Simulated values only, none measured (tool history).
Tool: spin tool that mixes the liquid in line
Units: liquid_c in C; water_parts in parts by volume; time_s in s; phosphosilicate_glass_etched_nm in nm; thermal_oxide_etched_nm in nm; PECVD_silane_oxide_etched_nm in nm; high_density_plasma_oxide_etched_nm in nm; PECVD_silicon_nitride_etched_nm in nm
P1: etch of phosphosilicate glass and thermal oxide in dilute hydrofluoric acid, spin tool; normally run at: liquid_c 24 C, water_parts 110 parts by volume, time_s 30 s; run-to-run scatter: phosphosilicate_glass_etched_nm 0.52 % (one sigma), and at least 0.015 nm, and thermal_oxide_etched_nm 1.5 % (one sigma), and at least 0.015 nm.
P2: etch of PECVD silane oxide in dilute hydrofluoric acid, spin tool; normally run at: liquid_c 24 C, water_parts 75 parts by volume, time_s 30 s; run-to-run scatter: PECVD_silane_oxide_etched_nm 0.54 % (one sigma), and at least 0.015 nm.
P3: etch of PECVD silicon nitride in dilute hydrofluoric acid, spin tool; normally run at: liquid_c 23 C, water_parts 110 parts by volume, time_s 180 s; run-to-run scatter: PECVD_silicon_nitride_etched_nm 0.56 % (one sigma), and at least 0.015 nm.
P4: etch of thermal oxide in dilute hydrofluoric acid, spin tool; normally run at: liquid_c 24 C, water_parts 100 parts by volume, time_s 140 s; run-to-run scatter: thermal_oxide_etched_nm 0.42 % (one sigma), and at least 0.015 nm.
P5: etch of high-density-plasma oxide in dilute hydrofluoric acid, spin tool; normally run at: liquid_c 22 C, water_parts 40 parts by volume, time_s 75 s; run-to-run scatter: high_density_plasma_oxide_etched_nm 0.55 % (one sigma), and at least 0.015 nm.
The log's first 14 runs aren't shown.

run,hour,process,liquid_c,water_parts,time_s,hours since the thermometer was replaced,hours since the hydrofluoric acid flow meter was replaced,phosphosilicate_glass_etched_nm,thermal_oxide_etched_nm,PECVD_silane_oxide_etched_nm,high_density_plasma_oxide_etched_nm,PECVD_silicon_nitride_etched_nm
15,60.1,P5,22,20,75,26,601.5,,,,19.406,
16,65,P1,24,110,55,30.9,606.4,30.175,2.5316,,,
17,70.9,P1,18.5,110,60,36.8,612.3,26.203,2.282,,,
18,76.5,P5,22,40,75,42.4,617.9,,,,9.5346,
19,80.6,P2,24,75,30,46.5,622,,,14.987,,
20,85.4,P2,18,75,30,51.3,626.8,,,11.803,,
21,90.3,P5,22,40,75,56.2,631.7,,,,9.4674,
22,93.3,P2,24,75,30,59.2,634.7,,,15.054,,
23,98.5,P4,24,100,15,64.4,639.9,,0.69835,,,
24,103.4,P1,24,110,30,69.3,644.8,16.442,1.4103,,,

Forecast run 25:
25,106.5,P5,30,40,75,72.4,647.9,,,,?,

high_density_plasma_oxide_etched_nm: 13.081 nm
